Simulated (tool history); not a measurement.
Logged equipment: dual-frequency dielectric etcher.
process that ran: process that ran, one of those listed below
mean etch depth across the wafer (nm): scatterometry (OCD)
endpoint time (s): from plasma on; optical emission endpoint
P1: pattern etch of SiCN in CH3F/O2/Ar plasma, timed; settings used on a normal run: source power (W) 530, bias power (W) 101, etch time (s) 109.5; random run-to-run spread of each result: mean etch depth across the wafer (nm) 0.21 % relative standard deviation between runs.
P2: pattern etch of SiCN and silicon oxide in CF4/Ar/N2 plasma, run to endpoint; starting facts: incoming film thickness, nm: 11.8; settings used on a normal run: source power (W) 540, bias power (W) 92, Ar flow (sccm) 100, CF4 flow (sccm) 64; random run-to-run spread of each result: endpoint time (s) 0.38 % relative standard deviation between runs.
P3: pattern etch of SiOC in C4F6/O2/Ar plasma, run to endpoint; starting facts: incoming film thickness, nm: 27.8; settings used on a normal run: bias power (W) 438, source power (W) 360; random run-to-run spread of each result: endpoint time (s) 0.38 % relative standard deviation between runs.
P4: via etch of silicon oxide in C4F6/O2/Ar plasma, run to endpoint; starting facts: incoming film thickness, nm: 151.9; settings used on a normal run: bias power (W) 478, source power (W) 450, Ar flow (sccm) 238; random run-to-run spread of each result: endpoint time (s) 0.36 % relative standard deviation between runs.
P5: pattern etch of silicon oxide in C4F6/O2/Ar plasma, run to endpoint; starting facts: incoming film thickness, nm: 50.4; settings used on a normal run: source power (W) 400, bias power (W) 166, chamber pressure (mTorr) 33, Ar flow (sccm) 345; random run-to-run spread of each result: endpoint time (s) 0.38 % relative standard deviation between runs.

run   hour  process that ran  source power (W)  bias power (W)  etch time (s)  chamber pressure (mTorr)  Ar flow (sccm)  CF4 flow (sccm)  hours since the last wet clean  hours since the last source power generator calibration  hours since the last bias power generator calibration  mean etch depth across the wafer (nm)  endpoint time (s)
  1    7.7                P1               530             101          109.5                                                                                      167.8                                                   2342.7                                                 2062.2                                 53.069
  2   21.1                P3               510             438                                                                                                     181.2                                                   2356.1                                                 2075.6                                                    9.1761
  3   28.6                P5               400             116                                       33             345                                            188.7                                                   2363.6                                                 2083.1                                                    18.736
  4   42.3                P1               530             101          109.5                                                                                      202.4                                                   2377.3                                                 2096.8                                 52.962
  5   49.8                P4               450             478                                                      238                                            209.9                                                   2384.8                                                 2104.3                                                    32.366
  6     56                P3               360             438                                                                                                     216.1                                                     2391                                                 2110.5                                                    10.428
  7   62.3                P2               540              92                                                      100               48                           222.4                                                   2397.3                                                 2116.8                                                     11.55
  8   69.2                P4               450             284                                                      238                                            229.3                                                   2404.2                                                 2123.7                                                    38.812
  9   76.6                P5               400             166                                       33             462                                            236.7                                                   2411.6                                                 2131.1                                                     17.41
 10   83.7                P5               400             166                                       33             345                                            243.8                                                   2418.7                                                 2138.2                                                    16.943
 11   90.7                P1               530              74          109.5                                                                                      250.8                                                   2425.7                                                 2145.2                                 47.677
 12    103                P1               530             101          151.5                                                                                      263.1                                                     2438                                                 2157.5                                 73.487
 13  115.1                P5               560             166                                       33             345                                            275.2                                                   2450.1                                                 2169.6                                                    14.768
 14    122                P4               450             478                                                      297                                            282.1                                                     2457                                                 2176.5                                                     32.99
 15  131.7                P1               750             101          109.5                                                                                      291.8                                                   2466.7                                                 2186.2                                 60.475
 16  138.7                P1               530             119           62.5                                                                                      298.8                                                   2473.7                                                 2193.2                                 32.276
 17  152.5                P1               530             101          109.5                                                                                      312.6                                                   2487.5                                                   2207                                 53.343
 18  160.8                P5               400             166                                       41             345                                            320.9                                                   2495.8                                                 2215.3                                                    17.434
 19  170.4                P3               360             438                                                                                                     330.5                                                   2505.4                                                 2224.9                                                    10.443
 20  178.9                P1               310             101          109.5                                                                                        339                                                   2513.9                                                 2233.4                                 43.813
 21  190.9                P1               530             101             61                                                                                        351                                                   2525.9                                                 2245.4                                 29.577
 22  201.2                P1               530             134          109.5                                                                                      361.3                                                   2536.2                                                 2255.7                                  59.49
 23  214.8                P2               540             128                                                      100               64                           374.9                                                   2549.8                                                 2269.3                                                    9.8398
 24  226.9                P2               310              92                                                      100               64                             387                                                   2561.9                                                 2281.4                                                    18.013
 25  239.2                P3               360             582                                                                                                     399.3                                                   2574.2                                                 2293.7                                                    9.4313

Estimate the outcome of run 26 from the log above:
 26   248                P2               540              92                                                      100               64                           408.1                                                     2583                                                 2302.5                                                         ?

{"run 26": {"endpoint time (s)": 11.18}}
